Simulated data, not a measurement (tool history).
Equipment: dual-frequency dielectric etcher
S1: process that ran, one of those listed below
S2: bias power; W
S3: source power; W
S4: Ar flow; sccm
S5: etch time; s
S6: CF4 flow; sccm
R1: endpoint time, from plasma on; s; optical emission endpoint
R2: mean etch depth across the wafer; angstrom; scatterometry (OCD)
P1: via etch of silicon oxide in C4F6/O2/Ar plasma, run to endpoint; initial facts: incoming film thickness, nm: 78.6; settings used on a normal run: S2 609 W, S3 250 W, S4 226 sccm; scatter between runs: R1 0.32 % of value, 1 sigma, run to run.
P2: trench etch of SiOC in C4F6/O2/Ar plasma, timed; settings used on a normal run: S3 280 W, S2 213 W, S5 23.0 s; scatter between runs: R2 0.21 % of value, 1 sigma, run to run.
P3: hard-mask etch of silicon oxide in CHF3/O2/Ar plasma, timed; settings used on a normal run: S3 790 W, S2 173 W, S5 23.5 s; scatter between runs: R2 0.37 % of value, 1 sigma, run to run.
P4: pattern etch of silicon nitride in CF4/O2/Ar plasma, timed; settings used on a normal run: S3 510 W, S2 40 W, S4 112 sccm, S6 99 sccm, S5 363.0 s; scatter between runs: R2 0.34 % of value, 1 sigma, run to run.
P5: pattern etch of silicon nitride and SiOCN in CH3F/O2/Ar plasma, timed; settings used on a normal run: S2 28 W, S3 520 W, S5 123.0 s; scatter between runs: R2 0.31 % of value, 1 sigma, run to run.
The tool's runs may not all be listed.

Run 1, hour 6.6: S1 P1, S2 609 W, S3 250 W, S4 226 sccm. Result: R1 18.842 s.
Run 2, hour 14.4: S1 P5, S2 28 W, S3 370 W, S5 123.0 s. Result: R2 176.16 angstrom.
Run 3, hour 22.2: S1 P1, S2 609 W, S3 250 W, S4 226 sccm. Result: R1 18.786 s.
Run 4, hour 29.9: S1 P1, S2 446 W, S3 250 W, S4 268 sccm. Result: R1 21.627 s.
Run 5, hour 34.5: S1 P1, S2 609 W, S3 160 W, S4 226 sccm. Result: R1 22.052 s.
Run 6, hour 41.1: S1 P4, S2 40 W, S3 510 W, S4 112 sccm, S5 469.0 s, S6 99 sccm. Result: R2 8152.60 angstrom.
Run 7, hour 47.6: S1 P3, S2 173 W, S3 1040 W, S5 23.5 s. Result: R2 562.99 angstrom.
Run 8, hour 53.2: S1 P5, S2 28 W, S3 520 W, S5 123.0 s. Result: R2 198.45 angstrom.
Run 9, hour 59.3: S1 P5, S2 22 W, S3 520 W, S5 123.0 s. Result: R2 177.15 angstrom.
Run 10, hour 66.5: S1 P1, S2 850 W, S3 250 W, S4 226 sccm. Result: R1 16.469 s.
Run 11, hour 73.4: S1 P1, S2 609 W, S3 250 W, S4 226 sccm. Result: R1 18.763 s.
Run 12, hour 79.8: S1 P1, S2 609 W, S3 330 W, S4 226 sccm. Result: R1 16.973 s.
Run 13, hour 86.0: S1 P3, S2 173 W, S3 790 W, S5 13.5 s. Result: R2 290.46 angstrom.
Run 14, hour 90.3: S1 P4, S2 40 W, S3 510 W, S4 145 sccm, S5 363.0 s, S6 99 sccm. Result: R2 6109.40 angstrom.
Run 15, hour 96.0: S1 P5, S2 28 W, S3 520 W, S5 67.5 s. Result: R2 109.18 angstrom.
Run 16, hour 99.6: S1 P2, S2 213 W, S3 280 W, S5 16.5 s. Result: R2 317.68 angstrom.
Run 17, hour 107.2: S1 P2, S2 142 W, S3 280 W, S5 23.0 s. Result: R2 388.27 angstrom.
Run 18, hour 111.2: S1 P4, S2 40 W, S3 620 W, S4 112 sccm, S5 363.0 s, S6 99 sccm. Result: R2 7531.10 angstrom.
At hour 113.5: bias power generator calibrated.
Run 19, hour 116.1: S1 P4, S2 40 W, S3 510 W, S4 112 sccm, S5 363.0 s, S6 118 sccm. Result: R2 6481.90 angstrom.
Run 20, hour 123.0: S1 P1, S2 609 W, S3 250 W, S4 132 sccm. Result: R1 17.729 s.
Run 21, hour 129.9: S1 P3, S2 213 W, S3 790 W, S5 23.5 s. Result: R2 544.09 angstrom.
Run 22, hour 136.7: S1 P2, S2 213 W, S3 280 W, S5 23.0 s. Result: R2 443.68 angstrom.
Run 23, hour 142.0: S1 P1, S2 455 W, S3 190 W, S4 226 sccm. Result: R1 23.250 s.
Run 24, hour 146.2: S1 P1, S2 609 W, S3 290 W, S4 274 sccm. Result: R1 18.200 s.
Run 25, hour 153.4: S1 P5, S2 28 W, S3 520 W, S5 123.0 s. Result: R2 197.77 angstrom.
Run 26, hour 158.0: S1 P1, S2 609 W, S3 250 W, S4 278 sccm. Result: R1 19.300 s.
Run 27, hour 162.5: S1 P1, S2 430 W, S3 250 W, S4 226 sccm. Result: R1 21.571 s.
Run 28, hour 167.6: S1 P1, S2 609 W, S3 250 W, S4 226 sccm. Result: R1 18.810 s.
Run 29, hour 171.5: S1 P1, S2 609 W, S3 250 W, S4 226 sccm. Result: R1 18.913 s.
Run 30, hour 175.0: S1 P4, S2 29 W, S3 510 W, S4 112 sccm, S5 363.0 s, S6 99 sccm. Result: R2 5635.20 angstrom.
Run 31, hour 179.8: S1 P4, S2 40 W, S3 510 W, S4 112 sccm, S5 363.0 s, S6 99 sccm. Result: R2 6325.40 angstrom.
Run 32, hour 185.5: S1 P3, S2 173 W, S3 790 W, S5 23.5 s. Result: R2 506.33 angstrom.
Run 33, hour 190.1: S1 P2, S2 213 W, S3 220 W, S5 23.0 s. Result: R2 403.85 angstrom.
Run 34, hour 197.5: S1 P1, S2 609 W, S3 250 W, S4 226 sccm. Result: R1 18.876 s.
Run 35, hour 201.4: S1 P4, S2 40 W, S3 510 W, S4 112 sccm, S5 363.0 s, S6 99 sccm. Result: R2 6321.20 angstrom.
Run 36, hour 206.1: S1 P1, S2 609 W, S3 250 W, S4 226 sccm. Result: R1 18.731 s.
Run 37, hour 211.6: S1 P1, S2 609 W, S3 250 W, S4 226 sccm. Result: R1 18.731 s.
Run 38, hour 218.2: S1 P1, S2 609 W, S3 250 W, S4 226 sccm. Result: R1 18.700 s.
Run 39, hour 224.8: S1 P1, S2 609 W, S3 250 W, S4 226 sccm. Result: R1 18.751 s.
Run 40, hour 228.7: S1 P1, S2 609 W, S3 250 W, S4 226 sccm. Result: R1 18.547 s.
Run 41, hour 233.7: S1 P1, S2 609 W, S3 250 W, S4 226 sccm. Result: R1 18.467 s.
Run 42, hour 238.6: S1 P1, S2 609 W, S3 250 W, S4 226 sccm. Result: R1 18.505 s.
At hour 239.0: wet clean of the chamber.
At hour 244.9: Ar flow controller replaced.
Run 43, hour 245.3: S1 P1, S2 609 W, S3 250 W, S4 226 sccm. Result: R1 18.589 s.
Run 44, hour 250.2: S1 P1, S2 609 W, S3 250 W, S4 226 sccm. Result: R1 18.574 s.
Run 45, hour 254.5: S1 P1, S2 609 W, S3 250 W, S4 226 sccm. Result: R1 18.563 s.
Run 46, hour 260.9: S1 P1, S2 609 W, S3 250 W, S4 226 sccm. Result: R1 18.454 s.
Run 47, hour 267.4: S1 P1, S2 609 W, S3 250 W, S4 226 sccm. Result: R1 18.550 s.

P1 has crept away from where it was. The log is fitted equally well by each of these 2 causes, at the sizes shown:
A: bias power that arrives over what is set, % = 4.42
B: source power that arrives over what is set, % = 4.8
The process output started creeping at around hour 206.1.
Ruled out, with reasons:
chamber walls in a state that raises the etch rate, %: its service at hour 239.0 followed the start of the drift and did not put the process back to its old value
Ar flow that arrives under what is set, %: its service at hour 244.9 followed the start of the drift and did not put the process back to its old value

Of the 4 check runs listed below, each run on one wafer and each result written as a question mark, which would let you distinguish the listed causes because they would give clearly different results?
Run check 1, hour 273.9: S1 P4, S2 40 W, S3 510 W, S4 112 sccm, S5 363.0 s, S6 99 sccm. Result: R2 ?.
Run check 2, hour 273.9: S1 P5, S2 28 W, S3 520 W, S5 123.0 s. Result: R2 ?.
Run check 3, hour 273.9: S1 P2, S2 213 W, S3 280 W, S5 23.0 s. Result: R2 ?.
Run check 4, hour 273.9: S1 P3, S2 173 W, S3 790 W, S5 23.5 s. Result: R2 ?.

Check results expected under each cause:
  check  result     if A     if B
check 1      R2  6415.60  6580.10
check 2      R2   201.84   201.08
check 3      R2   448.92   450.43
check 4      R2   511.32   513.31
Minimum pairwise separation of causes per check, each pair taken at its best-separating result: check 1 2.53 %; check 2 0.38 %; check 3 0.34 %; check 4 0.39 %
Of the check runs offered, only check 1 discriminates between the causes; the rest would read about the same regardless of which cause applies.

Then check 1 was run and gave: R2 6573.10 angstrom. Which cause is it?

The cause is B: source power that arrives over what is set, %.
